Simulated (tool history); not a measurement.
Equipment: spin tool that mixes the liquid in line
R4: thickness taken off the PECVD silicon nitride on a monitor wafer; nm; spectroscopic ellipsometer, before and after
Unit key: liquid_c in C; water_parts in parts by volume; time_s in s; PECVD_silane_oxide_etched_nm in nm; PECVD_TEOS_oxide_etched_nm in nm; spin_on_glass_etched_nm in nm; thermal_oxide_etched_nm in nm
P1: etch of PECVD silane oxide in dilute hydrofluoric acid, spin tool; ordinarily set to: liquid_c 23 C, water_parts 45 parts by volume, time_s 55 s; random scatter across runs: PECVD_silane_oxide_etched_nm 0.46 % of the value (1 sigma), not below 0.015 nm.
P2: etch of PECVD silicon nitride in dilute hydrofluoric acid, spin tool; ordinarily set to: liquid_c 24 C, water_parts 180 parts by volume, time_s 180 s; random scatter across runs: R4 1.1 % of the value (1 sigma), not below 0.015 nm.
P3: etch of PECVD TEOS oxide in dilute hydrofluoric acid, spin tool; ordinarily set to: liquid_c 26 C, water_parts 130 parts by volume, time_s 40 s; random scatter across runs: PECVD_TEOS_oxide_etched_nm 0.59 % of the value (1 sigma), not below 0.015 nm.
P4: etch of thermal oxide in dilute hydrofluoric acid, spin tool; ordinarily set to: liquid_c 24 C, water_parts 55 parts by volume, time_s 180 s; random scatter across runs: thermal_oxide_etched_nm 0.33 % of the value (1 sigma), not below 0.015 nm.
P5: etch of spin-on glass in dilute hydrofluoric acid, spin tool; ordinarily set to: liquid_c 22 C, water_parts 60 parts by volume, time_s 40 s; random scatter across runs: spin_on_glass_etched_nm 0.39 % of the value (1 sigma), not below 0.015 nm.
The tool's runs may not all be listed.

{"run": 1, "hour": 5.9, "process": "P1", "liquid_c": 23, "water_parts": 45, "time_s": 55, "PECVD_silane_oxide_etched_nm": 27.004}
{"run": 2, "hour": 12.2, "process": "P3", "liquid_c": 32.5, "water_parts": 130, "time_s": 40, "PECVD_TEOS_oxide_etched_nm": 6.7954}
{"run": 3, "hour": 18.9, "process": "P5", "liquid_c": 22, "water_parts": 60, "time_s": 15, "spin_on_glass_etched_nm": 6.1424}
{"run": 4, "hour": 26.7, "process": "P3", "liquid_c": 26, "water_parts": 130, "time_s": 40, "PECVD_TEOS_oxide_etched_nm": 5.356}
{"run": 5, "hour": 33.1, "process": "P2", "liquid_c": 24, "water_parts": 180, "time_s": 180, "R4": 2.3187}
{"run": 6, "hour": 38.5, "process": "P5", "liquid_c": 22, "water_parts": 60, "time_s": 40, "spin_on_glass_etched_nm": 16.299}
{"run": 7, "hour": 42.3, "process": "P1", "liquid_c": 23, "water_parts": 75, "time_s": 55, "PECVD_silane_oxide_etched_nm": 15.646}
{"run": 8, "hour": 48.3, "process": "P4", "liquid_c": 24, "water_parts": 20, "time_s": 180, "thermal_oxide_etched_nm": 45.603}
{"run": 9, "hour": 54.1, "process": "P5", "liquid_c": 22, "water_parts": 110, "time_s": 40, "spin_on_glass_etched_nm": 8.3531}
{"run": 10, "hour": 58.6, "process": "P1", "liquid_c": 17, "water_parts": 25, "time_s": 55, "PECVD_silane_oxide_etched_nm": 38.35}
{"run": 11, "hour": 64.5, "process": "P2", "liquid_c": 28.5, "water_parts": 180, "time_s": 180, "R4": 2.9578}
{"run": 12, "hour": 71.9, "process": "P1", "liquid_c": 23, "water_parts": 45, "time_s": 30, "PECVD_silane_oxide_etched_nm": 14.687}
{"run": 13, "hour": 76.9, "process": "P2", "liquid_c": 24, "water_parts": 280, "time_s": 180, "R4": 1.4972}
{"run": 14, "hour": 82.0, "process": "P4", "liquid_c": 24, "water_parts": 55, "time_s": 180, "thermal_oxide_etched_nm": 15.855}
{"run": 15, "hour": 85.9, "process": "P2", "liquid_c": 24, "water_parts": 180, "time_s": 340, "R4": 4.3073}
{"run": 16, "hour": 92.8, "process": "P1", "liquid_c": 23, "water_parts": 45, "time_s": 55, "PECVD_silane_oxide_etched_nm": 26.995}
{"run": 17, "hour": 97.8, "process": "P1", "liquid_c": 23, "water_parts": 45, "time_s": 55, "PECVD_silane_oxide_etched_nm": 27.084}
{"run": 18, "hour": 103.8, "process": "P4", "liquid_c": 24, "water_parts": 55, "time_s": 75, "thermal_oxide_etched_nm": 6.5843}
{"run": 19, "hour": 109.1, "process": "P3", "liquid_c": 26, "water_parts": 130, "time_s": 15, "PECVD_TEOS_oxide_etched_nm": 1.9921}
{"run": 20, "hour": 114.5, "process": "P3", "liquid_c": 26, "water_parts": 25, "time_s": 40, "PECVD_TEOS_oxide_etched_nm": 32.227}
{"run": 21, "hour": 121.9, "process": "P5", "liquid_c": 27, "water_parts": 60, "time_s": 40, "spin_on_glass_etched_nm": 20.077}
{"run": 22, "hour": 127.6, "process": "P1", "liquid_c": 23, "water_parts": 45, "time_s": 110, "PECVD_silane_oxide_etched_nm": 54.098}
{"run": 23, "hour": 132.4, "process": "P1", "liquid_c": 23, "water_parts": 45, "time_s": 55, "PECVD_silane_oxide_etched_nm": 27.015}
{"run": 24, "hour": 140.2, "process": "P1", "liquid_c": 23, "water_parts": 20, "time_s": 55, "PECVD_silane_oxide_etched_nm": 62.806}
{"run": 25, "hour": 146.8, "process": "P1", "liquid_c": 31, "water_parts": 45, "time_s": 55, "PECVD_silane_oxide_etched_nm": 37.174}
{"run": 26, "hour": 152.7, "process": "P2", "liquid_c": 24, "water_parts": 180, "time_s": 180, "R4": 2.2996}
{"run": 27, "hour": 156.9, "process": "P1", "liquid_c": 17, "water_parts": 45, "time_s": 55, "PECVD_silane_oxide_etched_nm": 20.913}
{"run": 28, "hour": 163.8, "process": "P4", "liquid_c": 30.5, "water_parts": 55, "time_s": 180, "thermal_oxide_etched_nm": 20.394}
{"run": 29, "hour": 170.2, "process": "P1", "liquid_c": 23, "water_parts": 45, "time_s": 55, "PECVD_silane_oxide_etched_nm": 27.023}
{"run": 30, "hour": 174.9, "process": "P1", "liquid_c": 23, "water_parts": 45, "time_s": 55, "PECVD_silane_oxide_etched_nm": 27.919}
{"run": 31, "hour": 181.3, "process": "P1", "liquid_c": 23, "water_parts": 45, "time_s": 55, "PECVD_silane_oxide_etched_nm": 28.598}
{"run": 32, "hour": 185.3, "process": "P1", "liquid_c": 23, "water_parts": 45, "time_s": 55, "PECVD_silane_oxide_etched_nm": 28.989}
{"run": 33, "hour": 190.6, "process": "P1", "liquid_c": 23, "water_parts": 45, "time_s": 55, "PECVD_silane_oxide_etched_nm": 29.19}
{"run": 34, "hour": 197.9, "process": "P1", "liquid_c": 23, "water_parts": 45, "time_s": 55, "PECVD_silane_oxide_etched_nm": 29.573}
{"run": 35, "hour": 204.6, "process": "P1", "liquid_c": 23, "water_parts": 45, "time_s": 55, "PECVD_silane_oxide_etched_nm": 29.629}

Run 36 comes next. What will it give?
{"run": 36, "hour": 211.5, "process": "P1", "liquid_c": 23, "water_parts": 45, "time_s": 55, "PECVD_silane_oxide_etched_nm": "?"}

Run 36 measured PECVD_silane_oxide_etched_nm 29.59 nm.

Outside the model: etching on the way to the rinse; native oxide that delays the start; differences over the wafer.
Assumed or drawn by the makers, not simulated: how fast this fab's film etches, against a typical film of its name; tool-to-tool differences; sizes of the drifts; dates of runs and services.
